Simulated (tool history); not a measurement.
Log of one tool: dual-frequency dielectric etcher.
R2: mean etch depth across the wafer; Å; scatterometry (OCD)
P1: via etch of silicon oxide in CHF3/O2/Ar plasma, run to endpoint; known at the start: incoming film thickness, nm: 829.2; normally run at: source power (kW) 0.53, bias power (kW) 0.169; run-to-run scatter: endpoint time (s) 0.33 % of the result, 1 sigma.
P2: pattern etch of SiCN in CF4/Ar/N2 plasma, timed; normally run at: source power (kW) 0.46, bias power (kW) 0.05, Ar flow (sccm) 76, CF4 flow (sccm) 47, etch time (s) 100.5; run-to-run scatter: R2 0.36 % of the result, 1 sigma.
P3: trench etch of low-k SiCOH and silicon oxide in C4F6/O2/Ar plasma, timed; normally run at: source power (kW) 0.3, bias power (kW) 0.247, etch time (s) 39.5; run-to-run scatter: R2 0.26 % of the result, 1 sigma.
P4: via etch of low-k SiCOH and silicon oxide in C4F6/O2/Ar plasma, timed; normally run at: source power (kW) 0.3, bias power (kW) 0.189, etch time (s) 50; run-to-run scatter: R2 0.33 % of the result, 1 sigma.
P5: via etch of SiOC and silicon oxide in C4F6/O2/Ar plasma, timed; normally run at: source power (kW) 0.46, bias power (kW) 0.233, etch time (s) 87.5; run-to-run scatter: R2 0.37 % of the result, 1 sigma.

run 1 hour=9 | process_that_ran=P1 source_power_(kW)=0.53 bias_power_(kW)=0.169 | endpoint_time_(s)=432.66
run 2 hour=22.5 | process_that_ran=P1 source_power_(kW)=0.32 bias_power_(kW)=0.203 | endpoint_time_(s)=493.21
run 3 hour=31 | process_that_ran=P1 source_power_(kW)=0.53 bias_power_(kW)=0.137 | endpoint_time_(s)=466.29
run 4 hour=45.1 | process_that_ran=P2 source_power_(kW)=0.46 bias_power_(kW)=0.05 Ar_flow_(sccm)=53 CF4_flow_(sccm)=47 etch_time_(s)=100.5 | R2=790.09
run 5 hour=62.6 | process_that_ran=P3 source_power_(kW)=0.3 bias_power_(kW)=0.247 etch_time_(s)=39.5 | R2=1288.4
run 6 hour=77.7 | process_that_ran=P1 source_power_(kW)=0.53 bias_power_(kW)=0.169 | endpoint_time_(s)=435.46
run 7 hour=89.7 | process_that_ran=P4 source_power_(kW)=0.3 bias_power_(kW)=0.125 etch_time_(s)=50 | R2=1011.2
run 8 hour=98.5 | process_that_ran=P2 source_power_(kW)=0.46 bias_power_(kW)=0.05 Ar_flow_(sccm)=76 CF4_flow_(sccm)=47 etch_time_(s)=100.5 | R2=750.13
run 9 hour=109.2 | process_that_ran=P3 source_power_(kW)=0.3 bias_power_(kW)=0.247 etch_time_(s)=39.5 | R2=1287.5
run 10 hour=124.9 | process_that_ran=P5 source_power_(kW)=0.46 bias_power_(kW)=0.233 etch_time_(s)=87.5 | R2=1140.5
run 11 hour=140.8 | process_that_ran=P1 source_power_(kW)=0.53 bias_power_(kW)=0.169 | endpoint_time_(s)=433.89
run 12 hour=158.9 | process_that_ran=P1 source_power_(kW)=0.53 bias_power_(kW)=0.169 | endpoint_time_(s)=434.75
run 13 hour=170.1 | process_that_ran=P2 source_power_(kW)=0.46 bias_power_(kW)=0.05 Ar_flow_(sccm)=76 CF4_flow_(sccm)=47 etch_time_(s)=55.5 | R2=414.02
run 14 hour=186.9 | process_that_ran=P4 source_power_(kW)=0.42 bias_power_(kW)=0.189 etch_time_(s)=50 | R2=1316.2
run 15 hour=197.1 | process_that_ran=P1 source_power_(kW)=0.53 bias_power_(kW)=0.169 | endpoint_time_(s)=435.05
run 16 hour=213.5 | process_that_ran=P4 source_power_(kW)=0.3 bias_power_(kW)=0.189 etch_time_(s)=50 | R2=1157.2
run 17 hour=225.3 | process_that_ran=P4 source_power_(kW)=0.3 bias_power_(kW)=0.189 etch_time_(s)=50 | R2=1152.4
run 18 hour=239.5 | process_that_ran=P5 source_power_(kW)=0.46 bias_power_(kW)=0.233 etch_time_(s)=58 | R2=755.71
run 19 hour=258.1 | process_that_ran=P3 source_power_(kW)=0.41 bias_power_(kW)=0.247 etch_time_(s)=39.5 | R2=1452.1
run 20 hour=276.2 | process_that_ran=P2 source_power_(kW)=0.46 bias_power_(kW)=0.05 Ar_flow_(sccm)=76 CF4_flow_(sccm)=64 etch_time_(s)=100.5 | R2=784.28
run 21 hour=292.8 | process_that_ran=P1 source_power_(kW)=0.68 bias_power_(kW)=0.169 | endpoint_time_(s)=395.32
run 22 hour=311 | process_that_ran=P2 source_power_(kW)=0.35 bias_power_(kW)=0.05 Ar_flow_(sccm)=76 CF4_flow_(sccm)=47 etch_time_(s)=100.5 | R2=591.62
run 23 hour=322.4 | process_that_ran=P2 source_power_(kW)=0.46 bias_power_(kW)=0.067 Ar_flow_(sccm)=76 CF4_flow_(sccm)=47 etch_time_(s)=100.5 | R2=823.52
run 24 hour=337.3 | process_that_ran=P4 source_power_(kW)=0.3 bias_power_(kW)=0.189 etch_time_(s)=27.5 | R2=635.28
run 25 hour=346.4 | process_that_ran=P1 source_power_(kW)=0.43 bias_power_(kW)=0.169 | endpoint_time_(s)=472.36
run 26 hour=359.2 | process_that_ran=P1 source_power_(kW)=0.43 bias_power_(kW)=0.103 | endpoint_time_(s)=551.93
run 27 hour=374.9 | process_that_ran=P3 source_power_(kW)=0.3 bias_power_(kW)=0.247 etch_time_(s)=59 | R2=1919.2
run 28 hour=393.9 | process_that_ran=P5 source_power_(kW)=0.46 bias_power_(kW)=0.142 etch_time_(s)=87.5 | R2=973.78
run 29 hour=406 | process_that_ran=P3 source_power_(kW)=0.3 bias_power_(kW)=0.159 etch_time_(s)=39.5 | R2=1111.8
run 30 hour=425 | process_that_ran=P5 source_power_(kW)=0.65 bias_power_(kW)=0.233 etch_time_(s)=87.5 | R2=1304.9
run 31 hour=435.7 | process_that_ran=P1 source_power_(kW)=0.53 bias_power_(kW)=0.215 | endpoint_time_(s)=400.19
run 32 hour=448.3 | process_that_ran=P1 source_power_(kW)=0.53 bias_power_(kW)=0.169 | endpoint_time_(s)=433.14
run 33 hour=465 | process_that_ran=P1 source_power_(kW)=0.53 bias_power_(kW)=0.169 | endpoint_time_(s)=435.83
run 34 hour=476.3 | process_that_ran=P1 source_power_(kW)=0.53 bias_power_(kW)=0.169 | endpoint_time_(s)=436.74
run 35 hour=494.2 | process_that_ran=P1 source_power_(kW)=0.53 bias_power_(kW)=0.169 | endpoint_time_(s)=439.58
run 36 hour=503 | process_that_ran=P1 source_power_(kW)=0.53 bias_power_(kW)=0.169 | endpoint_time_(s)=440.88
run 37 hour=521.8 | process_that_ran=P1 source_power_(kW)=0.53 bias_power_(kW)=0.169 | endpoint_time_(s)=440.65
-- hour=536.2 wet clean of the chamber
run 38 hour=537.4 | process_that_ran=P1 source_power_(kW)=0.53 bias_power_(kW)=0.169 | endpoint_time_(s)=443.09
run 39 hour=547.7 | process_that_ran=P1 source_power_(kW)=0.53 bias_power_(kW)=0.169 | endpoint_time_(s)=438.34
run 40 hour=561.9 | process_that_ran=P1 source_power_(kW)=0.53 bias_power_(kW)=0.169 | endpoint_time_(s)=440.72
run 41 hour=571.6 | process_that_ran=P1 source_power_(kW)=0.53 bias_power_(kW)=0.169 | endpoint_time_(s)=444.19

What P1 gives has crept away from where it was. These 2 causes fit the log equally well, each at the size given:
A: bias power that arrives under what is set, % = 4.83
B: source power that arrives under what is set, % = 4.21
The creep began at about hour 448.3.
Why every other cause is out:
chamber walls in a state that lowers the etch rate, %: serviced at hour 536.2, which brought nothing back

4 check runs are offered, each on 2 wafers whose results are averaged, their results left as question marks. Which one tells the causes apart?
run check 1 hour=581.3 | process_that_ran=P4 source_power_(kW)=0.41 bias_power_(kW)=0.189 etch_time_(s)=27.5 | R2=?
run check 2 hour=581.3 | process_that_ran=P2 source_power_(kW)=0.46 bias_power_(kW)=0.05 Ar_flow_(sccm)=76 CF4_flow_(sccm)=47 etch_time_(s)=57.5 | R2=?
run check 3 hour=581.3 | process_that_ran=P5 source_power_(kW)=0.65 bias_power_(kW)=0.233 etch_time_(s)=87.5 | R2=?
run check 4 hour=581.3 | process_that_ran=P3 source_power_(kW)=0.38 bias_power_(kW)=0.247 etch_time_(s)=56.5 | R2=?

What each check would give under each cause:
check=check_1 result=R2 if_A=703.43 if_B=702.72
check=check_2 result=R2 if_A=420.93 if_B=411.74
check=check_3 result=R2 if_A=1280.9 if_B=1280.3
check=check_4 result=R2 if_A=1976.3 if_B=1976.7
How far apart the two closest causes lie, in the result that separates them most: check 1 0.1 %; check 2 2.21 %; check 3 0.04 %; check 4 0.02 %
Only check 2 tells the causes apart: in the others they would give nearly the same result.

Check 2 was then run and gave: R2 418.49 Å. Which cause is it?

It is A: bias power that arrives under what is set, %.
